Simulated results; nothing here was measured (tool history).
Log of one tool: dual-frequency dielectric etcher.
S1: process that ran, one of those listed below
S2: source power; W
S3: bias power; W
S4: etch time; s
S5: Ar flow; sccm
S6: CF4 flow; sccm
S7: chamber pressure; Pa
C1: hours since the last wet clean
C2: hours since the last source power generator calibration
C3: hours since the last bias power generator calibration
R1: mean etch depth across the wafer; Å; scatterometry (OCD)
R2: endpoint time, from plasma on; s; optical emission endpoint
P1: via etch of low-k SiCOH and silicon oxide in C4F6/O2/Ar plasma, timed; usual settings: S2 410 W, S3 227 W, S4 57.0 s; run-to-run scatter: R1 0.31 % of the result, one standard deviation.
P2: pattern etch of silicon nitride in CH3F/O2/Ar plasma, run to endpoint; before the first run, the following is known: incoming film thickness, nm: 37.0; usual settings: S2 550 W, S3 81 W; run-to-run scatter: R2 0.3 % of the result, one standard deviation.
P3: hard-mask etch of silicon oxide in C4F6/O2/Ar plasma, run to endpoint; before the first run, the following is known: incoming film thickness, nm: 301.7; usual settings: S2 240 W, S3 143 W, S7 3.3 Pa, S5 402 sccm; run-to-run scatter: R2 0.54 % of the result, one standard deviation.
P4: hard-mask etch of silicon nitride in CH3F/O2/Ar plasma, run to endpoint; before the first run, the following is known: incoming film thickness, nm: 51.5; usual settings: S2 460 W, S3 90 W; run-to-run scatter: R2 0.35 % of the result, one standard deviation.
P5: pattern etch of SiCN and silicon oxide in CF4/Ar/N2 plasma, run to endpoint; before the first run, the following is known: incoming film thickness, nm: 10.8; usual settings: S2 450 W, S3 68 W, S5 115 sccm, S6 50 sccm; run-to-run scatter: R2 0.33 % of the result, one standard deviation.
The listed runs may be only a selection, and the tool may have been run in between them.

run 1 hour=2.7 | S1=P1 S2=410 S3=227 S4=57.0 | C1=167.8 C2=1468.7 C3=1784.6 | R1=1588.8
run 2 hour=6.1 | S1=P1 S2=410 S3=303 S4=57.0 | C1=171.2 C2=1472.1 C3=1788.0 | R1=1754.3
run 3 hour=9.9 | S1=P2 S2=550 S3=81 | C1=175.0 C2=1475.9 C3=1791.8 | R2=44.879
run 4 hour=13.9 | S1=P4 S2=460 S3=90 | C1=179.0 C2=1479.9 C3=1795.8 | R2=65.123
run 5 hour=18.0 | S1=P1 S2=410 S3=227 S4=57.0 | C1=183.1 C2=1484.0 C3=1799.9 | R1=1591.6
run 6 hour=20.7 | S1=P5 S2=450 S3=68 S5=115 S6=36 | C1=185.8 C2=1486.7 C3=1802.6 | R2=14.743
run 7 hour=22.8 | S1=P1 S2=410 S3=227 S4=36.0 | C1=187.9 C2=1488.8 C3=1804.7 | R1=1004.0
run 8 hour=26.0 | S1=P3 S2=240 S3=143 S5=402 S7=3.3 | C1=191.1 C2=1492.0 C3=1807.9 | R2=125.540
-- hour=28.7 wet clean of the chamber
run 9 hour=29.9 | S1=P4 S2=460 S3=90 | C1=1.2 C2=1495.9 C3=1811.8 | R2=65.324
run 10 hour=32.1 | S1=P3 S2=340 S3=143 S5=402 S7=3.3 | C1=3.4 C2=1498.1 C3=1814.0 | R2=110.780
run 11 hour=35.2 | S1=P1 S2=410 S3=227 S4=57.0 | C1=6.5 C2=1501.2 C3=1817.1 | R1=1586.4
run 12 hour=38.7 | S1=P4 S2=460 S3=59 | C1=10.0 C2=1504.7 C3=1820.6 | R2=75.006
run 13 hour=41.6 | S1=P5 S2=330 S3=68 S5=115 S6=50 | C1=12.9 C2=1507.6 C3=1823.5 | R2=18.254
run 14 hour=43.6 | S1=P2 S2=690 S3=81 | C1=14.9 C2=1509.6 C3=1825.5 | R2=41.137
run 15 hour=47.5 | S1=P1 S2=250 S3=227 S4=57.0 | C1=18.8 C2=1513.5 C3=1829.4 | R1=1309.4
run 16 hour=50.1 | S1=P1 S2=410 S3=227 S4=57.0 | C1=21.4 C2=1516.1 C3=1832.0 | R1=1587.8
run 17 hour=53.2 | S1=P1 S2=560 S3=227 S4=57.0 | C1=24.5 C2=1519.2 C3=1835.1 | R1=1800.4
run 18 hour=56.9 | S1=P2 S2=550 S3=114 | C1=28.2 C2=1522.9 C3=1838.8 | R2=39.621
run 19 hour=60.5 | S1=P5 S2=450 S3=68 S5=115 S6=50 | C1=31.8 C2=1526.5 C3=1842.4 | R2=13.959
run 20 hour=64.3 | S1=P3 S2=240 S3=143 S5=402 S7=4.5 | C1=35.6 C2=1530.3 C3=1846.2 | R2=130.790
run 21 hour=67.0 | S1=P1 S2=410 S3=277 S4=79.0 | C1=38.3 C2=1533.0 C3=1848.9 | R1=2366.3
run 22 hour=69.2 | S1=P5 S2=450 S3=68 S5=115 S6=50 | C1=40.5 C2=1535.2 C3=1851.1 | R2=13.899
run 23 hour=71.9 | S1=P1 S2=410 S3=158 S4=57.0 | C1=43.2 C2=1537.9 C3=1853.8 | R1=1421.8
run 24 hour=76.1 | S1=P5 S2=450 S3=44 S5=115 S6=50 | C1=47.4 C2=1542.1 C3=1858.0 | R2=16.198
run 25 hour=78.0 | S1=P1 S2=410 S3=268 S4=44.0 | C1=49.3 C2=1544.0 C3=1859.9 | R1=1295.2
run 26 hour=81.6 | S1=P1 S2=410 S3=227 S4=82.5 | C1=52.9 C2=1547.6 C3=1863.5 | R1=2308.3
run 27 hour=84.4 | S1=P3 S2=240 S3=143 S5=479 S7=3.3 | C1=55.7 C2=1550.4 C3=1866.3 | R2=128.960
run 28 hour=87.1 | S1=P1 S2=410 S3=227 S4=57.0 | C1=58.4 C2=1553.1 C3=1869.0 | R1=1587.6
run 29 hour=90.7 | S1=P5 S2=450 S3=68 S5=90 S6=50 | C1=62.0 C2=1556.7 C3=1872.6 | R2=13.362
run 30 hour=94.7 | S1=P4 S2=650 S3=90 | C1=66.0 C2=1560.7 C3=1876.6 | R2=57.149
run 31 hour=98.1 | S1=P1 S2=410 S3=227 S4=57.0 | C1=69.4 C2=1564.1 C3=1880.0 | R1=1586.8
run 32 hour=100.0 | S1=P3 S2=240 S3=203 S5=402 S7=3.3 | C1=71.3 C2=1566.0 C3=1881.9 | R2=112.880
run 33 hour=102.8 | S1=P1 S2=560 S3=269 S4=57.0 | C1=74.1 C2=1568.8 C3=1884.7 | R1=1888.4
run 34 hour=105.9 | S1=P1 S2=410 S3=227 S4=57.0 | C1=77.2 C2=1571.9 C3=1887.8 | R1=1584.3
run 35 hour=107.8 | S1=P1 S2=410 S3=227 S4=57.0 | C1=79.1 C2=1573.8 C3=1889.7 | R1=1589.0
run 36 hour=111.4 | S1=P1 S2=410 S3=227 S4=57.0 | C1=82.7 C2=1577.4 C3=1893.3 | R1=1571.0
run 37 hour=114.1 | S1=P1 S2=410 S3=227 S4=57.0 | C1=85.4 C2=1580.1 C3=1896.0 | R1=1572.0
run 38 hour=117.1 | S1=P1 S2=410 S3=227 S4=57.0 | C1=88.4 C2=1583.1 C3=1899.0 | R1=1565.2
-- hour=117.5 wet clean of the chamber
run 39 hour=119.5 | S1=P1 S2=410 S3=227 S4=57.0 | C1=2.0 C2=1585.5 C3=1901.4 | R1=1567.2
run 40 hour=121.8 | S1=P1 S2=410 S3=227 S4=57.0 | C1=4.3 C2=1587.8 C3=1903.7 | R1=1559.4
run 41 hour=124.8 | S1=P1 S2=410 S3=227 S4=57.0 | C1=7.3 C2=1590.8 C3=1906.7 | R1=1575.5
run 42 hour=127.2 | S1=P1 S2=410 S3=227 S4=57.0 | C1=9.7 C2=1593.2 C3=1909.1 | R1=1568.3
run 43 hour=130.3 | S1=P1 S2=410 S3=227 S4=57.0 | C1=12.8 C2=1596.3 C3=1912.2 | R1=1561.9
run 44 hour=133.9 | S1=P1 S2=410 S3=227 S4=57.0 | C1=16.4 C2=1599.9 C3=1915.8 | R1=1568.5
run 45 hour=136.1 | S1=P1 S2=410 S3=227 S4=57.0 | C1=18.6 C2=1602.1 C3=1918.0 | R1=1563.9

P1 has crept away from where it was. The log is fitted equally well by each of these 2 causes, at the sizes shown:
A: source power that arrives under what is set, % = 3.98
B: bias power that arrives under what is set, % = 4.63
The drift started at roughly hour 105.9.
Every other cause this tool's parts could produce, and why it does not fit the log:
chamber walls in a state that lowers the etch rate, %: serviced after onset, at hour 117.5, with no recovery of the prior output

Of the 4 check runs below, each run on 2 wafers with the results averaged and each result still a question mark, which one would tell the listed causes apart?
run check 1 hour=138.3 | S1=P3 S2=290 S3=197 S5=402 S7=3.3 | R2=?
run check 2 hour=138.3 | S1=P4 S2=640 S3=71 | R2=?
run check 3 hour=138.3 | S1=P5 S2=450 S3=44 S5=115 S6=50 | R2=?
run check 4 hour=138.3 | S1=P2 S2=680 S3=98 | R2=?

Predicted outcomes, by check and by cause:
check=check_1 result=R2 if_A=107.280 if_B=107.270
check=check_2 result=R2 if_A=63.245 if_B=63.239
check=check_3 result=R2 if_A=16.751 if_B=16.410
check=check_4 result=R2 if_A=39.238 if_B=39.290
Per check, the gap between the least separated pair of causes, taken in the result that splits them most: check 1 0.01 %; check 2 0.01 %; check 3 2.06 %; check 4 0.13 %
The other checks would show nearly matching results whichever cause is true, so check 3 is the only one that separates the causes.

After running check 3, the following was obtained: R2 16.437 s. Which cause does this point to?

The cause is B: bias power that arrives under what is set, %.

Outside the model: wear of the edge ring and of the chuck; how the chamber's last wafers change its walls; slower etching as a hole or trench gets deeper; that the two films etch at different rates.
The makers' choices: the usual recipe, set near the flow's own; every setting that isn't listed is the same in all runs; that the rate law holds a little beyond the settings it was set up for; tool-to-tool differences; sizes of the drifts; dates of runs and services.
